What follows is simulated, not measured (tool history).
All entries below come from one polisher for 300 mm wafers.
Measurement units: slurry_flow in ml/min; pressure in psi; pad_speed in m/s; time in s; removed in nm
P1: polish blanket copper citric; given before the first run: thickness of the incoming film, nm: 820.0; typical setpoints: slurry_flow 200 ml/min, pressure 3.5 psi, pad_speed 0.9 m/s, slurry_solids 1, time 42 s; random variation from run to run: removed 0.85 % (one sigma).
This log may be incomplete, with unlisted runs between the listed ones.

run	day	slurry_flow	pressure	pad_speed	slurry_solids	time	removed
1	0.204	200	3.5	0.9	1	42	87.826
2	0.396	200	3.5	0.9	1	42	85.555
3	0.529	200	3.5	0.9	0.65	42	79.791
4	0.675	200	3.5	1.34	1	42	127.77
5	0.833	200	3.5	0.9	1	42	85.334
6	0.946	200	3.5	0.5	1	42	48.403
7	1.079	120	3.5	0.9	1	42	80.989
8	1.225	200	4.8	1.28	1	42	166.37
9	1.338	270	3.5	0.9	1	42	91.025
10	1.488	200	1.6	0.9	1	42	41.381
11	1.592	200	3.5	0.9	1	66	137.26
12	1.725	200	3.5	0.9	1.45	42	95.017
13	1.833	200	3.5	0.64	1.25	42	66.066
14	2	200	5	0.9	1	42	123.76
15	2.125	200	3.5	0.9	1	42	85.801
16	2.258	200	3.5	0.9	1	21	43.449
17	2.421	200	3.5	0.9	1	42	86.248
18	2.629	200	3.5	0.9	1	42	86.95
19	2.725	200	3.5	0.9	1	42	84.881
20	2.854	200	3.5	0.9	1	42	84.733
21	3.062	200	3.5	0.9	1	42	83.172
# day 3.212: worn pad replaced by a new one
22	3.225	200	3.5	0.9	1	42	81.482
23	3.392	200	3.5	0.9	1	42	80.308
24	3.579	200	3.5	0.9	1	42	81.278
# day 3.683: head pressure recalibrated
25	3.738	200	3.5	0.9	1	42	80.938
26	3.912	200	3.5	0.9	1	42	82.407
27	4.104	200	3.5	0.9	1	42	82.114

The log shows P1 creeping away from where it was. Any of the 2 causes listed here, at the size stated for it, fits the log just as well as the others:
A: abrasive missing from the slurry, % = 28
B: slurry flow missing at the pad, % = 34.6
The process output started creeping at around day 2.725.
Each remaining cause and why it is not a fit:
removal rate lost through wear of the pad, %: work on it at day 3.212, done after the drift set in, did not restore what the process gave before
head's pressure below its setpoint, %: work on it at day 3.683, done after the drift set in, did not restore what the process gave before

Each of the check runs listed below is run on 3 wafers and reports their average, with the results left as question marks. Pick the one under which the possible causes would lead to clearly different results.
check 1	4.296	200	2.6	0.9	1	22	?
check 2	4.296	120	3.5	0.9	1	42	?
check 3	4.296	200	2.5	0.9	1	66	?
check 4	4.296	200	1.8	0.9	1	42	?

Expected result of each check under each candidate cause:
check	result	if A	if B
check 1	removed	31.616	31.612
check 2	removed	73.912	70.975
check 3	removed	91.312	91.299
check 4	removed	42.355	42.349
Per-check spread between the two closest causes, in the result where they differ most: check 1 0.01 %; check 2 4.05 %; check 3 0.01 %; check 4 0.01 %
Only in check 2 would the causes give clearly different results; in the remaining checks their results would be nearly the same.

Then check 2 was run and gave: removed 71.337 nm. Which cause is it?

The cause is B: slurry flow missing at the pad, %.

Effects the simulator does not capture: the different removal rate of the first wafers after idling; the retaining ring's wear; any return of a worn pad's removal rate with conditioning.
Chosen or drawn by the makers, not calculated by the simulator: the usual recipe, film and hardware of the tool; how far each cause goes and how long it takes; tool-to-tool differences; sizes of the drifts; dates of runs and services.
